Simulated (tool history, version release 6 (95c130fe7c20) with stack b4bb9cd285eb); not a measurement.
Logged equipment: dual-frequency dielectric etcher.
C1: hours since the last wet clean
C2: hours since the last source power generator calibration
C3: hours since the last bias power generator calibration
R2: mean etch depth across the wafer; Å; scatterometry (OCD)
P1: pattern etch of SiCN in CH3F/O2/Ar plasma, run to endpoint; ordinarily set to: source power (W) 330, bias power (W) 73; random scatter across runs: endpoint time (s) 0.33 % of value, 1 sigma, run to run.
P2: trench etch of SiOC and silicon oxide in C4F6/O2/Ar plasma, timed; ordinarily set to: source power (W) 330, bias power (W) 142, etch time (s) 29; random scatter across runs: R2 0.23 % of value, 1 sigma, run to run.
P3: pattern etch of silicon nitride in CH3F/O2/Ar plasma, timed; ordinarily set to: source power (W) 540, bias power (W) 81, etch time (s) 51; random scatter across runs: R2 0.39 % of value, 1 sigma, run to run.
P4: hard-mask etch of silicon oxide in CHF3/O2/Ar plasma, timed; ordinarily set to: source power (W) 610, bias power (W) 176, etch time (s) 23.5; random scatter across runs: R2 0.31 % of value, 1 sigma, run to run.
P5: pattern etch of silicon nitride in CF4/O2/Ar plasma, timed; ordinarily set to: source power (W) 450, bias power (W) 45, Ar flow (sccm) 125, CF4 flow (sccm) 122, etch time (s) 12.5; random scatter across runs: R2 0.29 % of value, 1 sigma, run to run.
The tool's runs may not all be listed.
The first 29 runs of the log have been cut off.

{"run": 30, "day": 16.838, "process that ran": "P5", "source power (W)": 350, "bias power (W)": 45, "etch time (s)": 12.5, "Ar flow (sccm)": 125, "CF4 flow (sccm)": 122, "C1": 606.7, "C2": 1631.5, "C3": 1028.2, "R2": 163.51}
{"run": 31, "day": 17.562, "process that ran": "P1", "source power (W)": 330, "bias power (W)": 73, "C1": 624.1, "C2": 1648.9, "C3": 1045.6, "endpoint time (s)": 20.379}
{"run": 32, "day": 18.1, "process that ran": "P1", "source power (W)": 330, "bias power (W)": 73, "C1": 637, "C2": 1661.8, "C3": 1058.5, "endpoint time (s)": 20.276}
{"run": 33, "day": 18.729, "process that ran": "P1", "source power (W)": 330, "bias power (W)": 73, "C1": 652.1, "C2": 1676.9, "C3": 1073.6, "endpoint time (s)": 20.279}
{"run": 34, "day": 19.312, "process that ran": "P1", "source power (W)": 330, "bias power (W)": 73, "C1": 666.1, "C2": 1690.9, "C3": 1087.6, "endpoint time (s)": 20.025}
{"day": 19.662, "done": "wet clean of the chamber"}
{"run": 35, "day": 19.817, "process that ran": "P1", "source power (W)": 330, "bias power (W)": 73, "C1": 3.8, "C2": 1703, "C3": 1099.7, "endpoint time (s)": 20.199}
{"run": 36, "day": 20.217, "process that ran": "P1", "source power (W)": 330, "bias power (W)": 73, "C1": 13.4, "C2": 1712.6, "C3": 1109.3, "endpoint time (s)": 20.146}
{"run": 37, "day": 20.938, "process that ran": "P1", "source power (W)": 330, "bias power (W)": 73, "C1": 30.7, "C2": 1729.9, "C3": 1126.6, "endpoint time (s)": 19.995}

Run 38 comes next. What will it give?
{"run": 38, "day": 21.258, "process that ran": "P1", "source power (W)": 330, "bias power (W)": 73, "C1": 38.4, "C2": 1737.6, "C3": 1134.3, "endpoint time (s)": "?"}

{"run 38": {"endpoint time (s)": 20.111}}
